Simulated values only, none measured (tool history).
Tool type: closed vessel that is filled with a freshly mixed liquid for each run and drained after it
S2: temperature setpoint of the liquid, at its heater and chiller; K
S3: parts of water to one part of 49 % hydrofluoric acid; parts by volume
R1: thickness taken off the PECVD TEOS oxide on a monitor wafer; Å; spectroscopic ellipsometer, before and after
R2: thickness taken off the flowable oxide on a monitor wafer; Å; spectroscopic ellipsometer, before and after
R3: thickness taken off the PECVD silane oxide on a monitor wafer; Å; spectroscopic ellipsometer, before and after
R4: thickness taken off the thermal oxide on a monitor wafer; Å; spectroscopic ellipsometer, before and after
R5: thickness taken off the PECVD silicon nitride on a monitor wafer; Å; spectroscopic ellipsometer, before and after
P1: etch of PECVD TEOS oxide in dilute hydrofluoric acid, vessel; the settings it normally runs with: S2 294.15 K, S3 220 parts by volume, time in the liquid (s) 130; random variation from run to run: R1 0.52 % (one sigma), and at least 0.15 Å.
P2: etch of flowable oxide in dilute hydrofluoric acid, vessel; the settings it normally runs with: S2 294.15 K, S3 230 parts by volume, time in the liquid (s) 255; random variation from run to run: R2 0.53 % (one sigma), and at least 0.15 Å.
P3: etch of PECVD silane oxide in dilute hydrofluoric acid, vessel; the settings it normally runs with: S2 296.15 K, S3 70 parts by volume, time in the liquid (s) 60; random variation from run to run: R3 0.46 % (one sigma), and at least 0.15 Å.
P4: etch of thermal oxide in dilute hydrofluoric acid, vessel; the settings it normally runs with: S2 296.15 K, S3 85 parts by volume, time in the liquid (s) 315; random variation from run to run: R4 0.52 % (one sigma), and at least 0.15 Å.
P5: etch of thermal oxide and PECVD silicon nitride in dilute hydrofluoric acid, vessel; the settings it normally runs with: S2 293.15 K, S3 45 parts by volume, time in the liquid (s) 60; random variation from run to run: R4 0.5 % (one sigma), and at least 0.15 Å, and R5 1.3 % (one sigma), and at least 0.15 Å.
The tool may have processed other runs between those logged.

run 1 hour=4.5 | process_that_ran=P1 S2=294.15 S3=220 time_in_the_liquid_(s)=130 | R1=40.3450
run 2 hour=7.2 | process_that_ran=P2 S2=294.15 S3=230 time_in_the_liquid_(s)=420 | R2=476.48
run 3 hour=10.2 | process_that_ran=P1 S2=294.15 S3=300 time_in_the_liquid_(s)=80 | R1=16.8610
run 4 hour=13.3 | process_that_ran=P3 S2=296.15 S3=70 time_in_the_liquid_(s)=60 | R3=433.31
run 5 hour=19.3 | process_that_ran=P1 S2=300.15 S3=220 time_in_the_liquid_(s)=130 | R1=50.9290
run 6 hour=23.5 | process_that_ran=P1 S2=294.15 S3=335 time_in_the_liquid_(s)=130 | R1=23.6850
run 7 hour=27.3 | process_that_ran=P4 S2=296.15 S3=125 time_in_the_liquid_(s)=315 | R4=116.690
run 8 hour=31.5 | process_that_ran=P3 S2=296.15 S3=125 time_in_the_liquid_(s)=60 | R3=226.96
run 9 hour=36.5 | process_that_ran=P1 S2=299.65 S3=220 time_in_the_liquid_(s)=45 | R1=17.0110
run 10 hour=40.8 | process_that_ran=P1 S2=294.15 S3=220 time_in_the_liquid_(s)=130 | R1=39.8910
run 11 hour=44.6 | process_that_ran=P3 S2=296.15 S3=70 time_in_the_liquid_(s)=60 | R3=433.35
run 12 hour=47.7 | process_that_ran=P5 S2=293.15 S3=45 time_in_the_liquid_(s)=115 | R4=99.998 R5=37.547
run 13 hour=51.7 | process_that_ran=P2 S2=294.15 S3=230 time_in_the_liquid_(s)=255 | R2=291.77
run 14 hour=55.1 | process_that_ran=P1 S2=294.15 S3=220 time_in_the_liquid_(s)=240 | R1=74.9310
run 15 hour=60.2 | process_that_ran=P5 S2=293.15 S3=20 time_in_the_liquid_(s)=60 | R4=121.240 R5=41.762
run 16 hour=65.8 | process_that_ran=P4 S2=304.15 S3=85 time_in_the_liquid_(s)=315 | R4=246.100
run 17 hour=71.2 | process_that_ran=P3 S2=303.65 S3=70 time_in_the_liquid_(s)=60 | R3=584.65
run 18 hour=74.9 | process_that_ran=P2 S2=290.15 S3=230 time_in_the_liquid_(s)=255 | R2=249.26
run 19 hour=79.9 | process_that_ran=P2 S2=294.15 S3=320 time_in_the_liquid_(s)=255 | R2=190.69
run 20 hour=84.5 | process_that_ran=P2 S2=294.15 S3=230 time_in_the_liquid_(s)=255 | R2=290.64
run 21 hour=88.1 | process_that_ran=P1 S2=294.15 S3=220 time_in_the_liquid_(s)=130 | R1=40.0710
run 22 hour=91.8 | process_that_ran=P1 S2=294.15 S3=220 time_in_the_liquid_(s)=30 | R1=9.0427
run 23 hour=97.2 | process_that_ran=P1 S2=294.15 S3=220 time_in_the_liquid_(s)=130 | R1=39.9130
run 24 hour=102.2 | process_that_ran=P4 S2=296.15 S3=85 time_in_the_liquid_(s)=570 | R4=321.710
run 25 hour=105.1 | process_that_ran=P1 S2=290.15 S3=220 time_in_the_liquid_(s)=130 | R1=34.5700
run 26 hour=110.9 | process_that_ran=P5 S2=298.15 S3=45 time_in_the_liquid_(s)=60 | R4=64.613 R5=26.199
run 27 hour=115.8 | process_that_ran=P4 S2=296.15 S3=85 time_in_the_liquid_(s)=315 | R4=179.390
run 28 hour=121.4 | process_that_ran=P3 S2=296.15 S3=70 time_in_the_liquid_(s)=30 | R3=213.49
run 29 hour=126.2 | process_that_ran=P5 S2=293.15 S3=45 time_in_the_liquid_(s)=60 | R4=52.198 R5=18.637
run 30 hour=128.9 | process_that_ran=P1 S2=294.15 S3=85 time_in_the_liquid_(s)=130 | R1=120.2900
run 31 hour=134.7 | process_that_ran=P1 S2=294.15 S3=220 time_in_the_liquid_(s)=130 | R1=39.9510
run 32 hour=137.6 | process_that_ran=P1 S2=294.15 S3=220 time_in_the_liquid_(s)=130 | R1=39.1870
run 33 hour=141.8 | process_that_ran=P1 S2=294.15 S3=220 time_in_the_liquid_(s)=130 | R1=38.4210
run 34 hour=147.2 | process_that_ran=P1 S2=294.15 S3=220 time_in_the_liquid_(s)=130 | R1=37.3680
run 35 hour=151.6 | process_that_ran=P1 S2=294.15 S3=220 time_in_the_liquid_(s)=130 | R1=37.3870
run 36 hour=155.4 | process_that_ran=P1 S2=294.15 S3=220 time_in_the_liquid_(s)=130 | R1=37.6050
run 37 hour=159.4 | process_that_ran=P1 S2=294.15 S3=220 time_in_the_liquid_(s)=130 | R1=37.0830
run 38 hour=164.5 | process_that_ran=P1 S2=294.15 S3=220 time_in_the_liquid_(s)=130 | R1=36.9330
run 39 hour=169.8 | process_that_ran=P1 S2=294.15 S3=220 time_in_the_liquid_(s)=130 | R1=37.2120

The log shows P1 creeping away from where it was. Any of the 2 causes listed here, at the size stated for it, fits the log just as well as the others:
A: hydrofluoric acid flow below the setpoint (%) = 6.9
B: liquid colder than its thermometer reads (K) = 2.29
The drift started at roughly hour 134.7.

Consider the 4 check runs below, whose results appear as question marks and each of which averages 2 wafers. Which one distinguishes the causes, in that each cause would give it a clearly different result?
run check 1 hour=175.1 | process_that_ran=P3 S2=303.65 S3=120 time_in_the_liquid_(s)=60 | R3=?
run check 2 hour=175.1 | process_that_ran=P4 S2=296.15 S3=125 time_in_the_liquid_(s)=315 | R4=?
run check 3 hour=175.1 | process_that_ran=P5 S2=293.15 S3=45 time_in_the_liquid_(s)=100 | R4=? R5=?
run check 4 hour=175.1 | process_that_ran=P2 S2=290.15 S3=230 time_in_the_liquid_(s)=255 | R2=?

What each check would give under each cause:
check=check_1 result=R3 if_A=290.70 if_B=290.34
check=check_2 result=R4 if_A=106.840 if_B=105.900
check=check_3 result=R4 if_A=80.715 if_B=78.891
check=check_3 result=R5 if_A=29.398 if_B=26.834
check=check_4 result=R2 if_A=228.50 if_B=227.47
Distance between the nearest two causes, measured in the result of the check that separates them most: check 1 0.12 %; check 2 0.89 %; check 3 9.13 %; check 4 0.45 %
Only in check 3 would the causes give clearly different results; in the remaining checks their results would be nearly the same.

Here is what check 3 returned: R4 80.718 Å; R5 29.843 Å. Which cause is it?

A is the cause: hydrofluoric acid flow below the setpoint (%).
